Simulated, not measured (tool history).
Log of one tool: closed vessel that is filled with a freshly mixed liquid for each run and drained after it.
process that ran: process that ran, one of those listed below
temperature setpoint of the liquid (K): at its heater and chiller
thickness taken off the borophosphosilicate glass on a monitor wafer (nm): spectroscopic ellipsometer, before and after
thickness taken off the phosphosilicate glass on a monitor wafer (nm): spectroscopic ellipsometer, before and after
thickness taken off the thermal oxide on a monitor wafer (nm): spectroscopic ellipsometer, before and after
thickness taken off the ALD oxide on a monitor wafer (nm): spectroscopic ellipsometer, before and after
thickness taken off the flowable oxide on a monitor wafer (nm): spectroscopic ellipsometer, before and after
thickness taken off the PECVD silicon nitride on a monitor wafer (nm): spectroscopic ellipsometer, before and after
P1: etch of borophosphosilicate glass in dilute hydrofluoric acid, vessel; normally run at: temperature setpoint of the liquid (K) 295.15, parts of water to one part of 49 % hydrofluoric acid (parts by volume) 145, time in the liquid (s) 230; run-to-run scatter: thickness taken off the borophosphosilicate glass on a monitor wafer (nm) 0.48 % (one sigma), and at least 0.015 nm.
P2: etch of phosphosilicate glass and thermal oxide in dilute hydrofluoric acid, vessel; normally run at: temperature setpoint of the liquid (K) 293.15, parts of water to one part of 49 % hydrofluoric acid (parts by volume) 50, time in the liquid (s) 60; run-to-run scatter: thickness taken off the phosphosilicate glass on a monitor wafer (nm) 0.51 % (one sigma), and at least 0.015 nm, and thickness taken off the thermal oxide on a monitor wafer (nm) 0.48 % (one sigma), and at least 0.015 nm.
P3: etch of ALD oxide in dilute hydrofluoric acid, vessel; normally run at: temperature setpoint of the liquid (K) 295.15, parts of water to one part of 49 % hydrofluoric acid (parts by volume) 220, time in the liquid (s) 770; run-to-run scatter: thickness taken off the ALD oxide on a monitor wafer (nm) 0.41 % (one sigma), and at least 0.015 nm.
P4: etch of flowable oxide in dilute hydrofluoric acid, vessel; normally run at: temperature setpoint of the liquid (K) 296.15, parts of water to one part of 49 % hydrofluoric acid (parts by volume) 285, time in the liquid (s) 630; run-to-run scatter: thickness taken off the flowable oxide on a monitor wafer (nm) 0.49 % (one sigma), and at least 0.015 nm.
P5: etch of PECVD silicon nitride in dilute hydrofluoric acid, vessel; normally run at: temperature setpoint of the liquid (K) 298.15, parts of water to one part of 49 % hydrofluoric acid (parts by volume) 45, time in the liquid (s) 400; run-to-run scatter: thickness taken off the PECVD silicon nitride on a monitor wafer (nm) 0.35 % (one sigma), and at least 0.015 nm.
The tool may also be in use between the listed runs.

| run | hour | process that ran | temperature setpoint of the liquid (K) | parts of water to one part of 49 % hydrofluoric acid (parts by volume) | time in the liquid (s) | thickness taken off the borophosphosilicate glass on a monitor wafer (nm) | thickness taken off the phosphosilicate glass on a monitor wafer (nm) | thickness taken off the thermal oxide on a monitor wafer (nm) | thickness taken off the ALD oxide on a monitor wafer (nm) | thickness taken off the flowable oxide on a monitor wafer (nm) | thickness taken off the PECVD silicon nitride on a monitor wafer (nm) |
|---|---|---|---|---|---|---|---|---|---|---|---|
| 1 | 7.4 | P1 | 295.15 | 145 | 230 | 37.674 |  |  |  |  |  |
| 2 | 17.7 | P2 | 299.15 | 50 | 60 |  | 83.565 | 6.7725 |  |  |  |
| 3 | 28.8 | P3 | 295.15 | 355 | 770 |  |  |  | 16.8930 |  |  |
| 4 | 45.6 | P1 | 290.15 | 245 | 230 | 16.678 |  |  |  |  |  |
| 5 | 54.9 | P1 | 290.15 | 145 | 230 | 31.014 |  |  |  |  |  |
| 6 | 67.1 | P4 | 303.65 | 285 | 630 |  |  |  |  | 77.199 |  |
| 7 | 77.6 | P4 | 296.15 | 490 | 630 |  |  |  |  | 29.070 |  |
| 8 | 92.1 | P1 | 295.15 | 145 | 230 | 37.628 |  |  |  |  |  |
| 9 | 104.8 | P5 | 290.65 | 45 | 400 |  |  |  |  |  | 30.917 |
| 10 | 118.0 | P3 | 300.15 | 220 | 770 |  |  |  | 37.5690 |  |  |
| 11 | 133.2 | P2 | 293.15 | 20 | 60 |  | 169.900 | 13.6210 |  |  |  |
| 12 | 146.6 | P5 | 298.15 | 45 | 400 |  |  |  |  |  | 51.825 |
| 13 | 161.9 | P2 | 293.15 | 50 | 60 |  | 65.018 | 5.2657 |  |  |  |
| 14 | 172.3 | P1 | 301.15 | 145 | 230 | 47.763 |  |  |  |  |  |
| 15 | 185.1 | P4 | 296.15 | 285 | 915 |  |  |  |  | 85.810 |  |
| 16 | 195.7 | P1 | 295.15 | 225 | 230 | 22.447 |  |  |  |  |  |
| 17 | 212.6 | P1 | 295.15 | 145 | 40 | 6.585 |  |  |  |  |  |
| 18 | 221.2 | P2 | 293.15 | 50 | 60 |  | 64.858 | 5.2104 |  |  |  |
| 19 | 237.1 | P1 | 295.15 | 145 | 415 | 68.384 |  |  |  |  |  |
| 20 | 245.9 | P1 | 295.15 | 145 | 230 | 37.421 |  |  |  |  |  |
| 21 | 254.4 | P3 | 295.15 | 220 | 205 |  |  |  | 8.2571 |  |  |
| 22 | 268.6 | P1 | 295.15 | 55 | 230 | 109.380 |  |  |  |  |  |
| 23 | 283.8 | P5 | 298.15 | 45 | 670 |  |  |  |  |  | 86.718 |
| 24 | 291.1 | P4 | 296.15 | 285 | 630 |  |  |  |  | 59.370 |  |
| 25 | 301.1 | P3 | 295.15 | 220 | 770 |  |  |  | 31.1200 |  |  |
| 26 | 314.1 | P2 | 293.15 | 50 | 30 |  | 32.556 | 2.5998 |  |  |  |
| 27 | 327.3 | P5 | 298.15 | 20 | 400 |  |  |  |  |  | 112.920 |
| 28 | 336.0 | P1 | 295.15 | 145 | 230 | 37.917 |  |  |  |  |  |
| 29 | 347.9 | P1 | 295.15 | 145 | 230 | 37.802 |  |  |  |  |  |
| 30 | 363.9 | P1 | 295.15 | 145 | 230 | 37.546 |  |  |  |  |  |
| 31 | 375.5 | P1 | 295.15 | 145 | 230 | 38.499 |  |  |  |  |  |
| 32 | 389.1 | P1 | 295.15 | 145 | 230 | 39.375 |  |  |  |  |  |
| 33 | 405.5 | P1 | 295.15 | 145 | 230 | 39.530 |  |  |  |  |  |
| 34 | 418.8 | P1 | 295.15 | 145 | 230 | 40.093 |  |  |  |  |  |
| 35 | 426.7 | P1 | 295.15 | 145 | 230 | 39.950 |  |  |  |  |  |
| 36 | 439.4 | P1 | 295.15 | 145 | 230 | 39.940 |  |  |  |  |  |
| 37 | 455.0 | P1 | 295.15 | 145 | 230 | 40.028 |  |  |  |  |  |
| 38 | 463.1 | P1 | 295.15 | 145 | 230 | 39.796 |  |  |  |  |  |

What P1 gives has crept away from where it was. These 2 causes fit the log equally well, each at the size given:
A: hydrofluoric acid flow above the setpoint (%) = 5.49
B: liquid hotter than its thermometer reads (K) = 1.6
The creep began at about hour 363.9.

4 check runs are offered, one wafer each, their results left as question marks. Which one tells the causes apart?
| check 1 | 471.2 | P5 | 298.15 | 45 | 400 |  |  |  |  |  | ? |
| check 2 | 471.2 | P3 | 295.15 | 220 | 770 |  |  |  | ? |  |  |
| check 3 | 471.2 | P2 | 293.15 | 50 | 60 |  | ? | ? |  |  |  |
| check 4 | 471.2 | P4 | 296.15 | 285 | 630 |  |  |  |  | ? |  |

What each check would give under each cause:
| check | result | if A | if B |
|---|---|---|---|
| check 1 | thickness taken off the PECVD silicon nitride on a monitor wafer (nm) | 54.607 | 57.668 |
| check 2 | thickness taken off the ALD oxide on a monitor wafer (nm) | 33.1870 | 32.9930 |
| check 3 | thickness taken off the phosphosilicate glass on a monitor wafer (nm) | 68.980 | 69.743 |
| check 3 | thickness taken off the thermal oxide on a monitor wafer (nm) | 5.5370 | 5.5982 |
| check 4 | thickness taken off the flowable oxide on a monitor wafer (nm) | 63.736 | 62.998 |
How far apart the two closest causes lie, in the result that separates them most: check 1 5.45 %; check 2 0.59 %; check 3 1.1 %; check 4 1.16 %
Check 1 tells the causes apart: in the others they would give nearly the same result.

Then check 1 was run and gave: thickness taken off the PECVD silicon nitride on a monitor wafer (nm) 57.765. Which cause is it?

It is B: liquid hotter than its thermometer reads (K).

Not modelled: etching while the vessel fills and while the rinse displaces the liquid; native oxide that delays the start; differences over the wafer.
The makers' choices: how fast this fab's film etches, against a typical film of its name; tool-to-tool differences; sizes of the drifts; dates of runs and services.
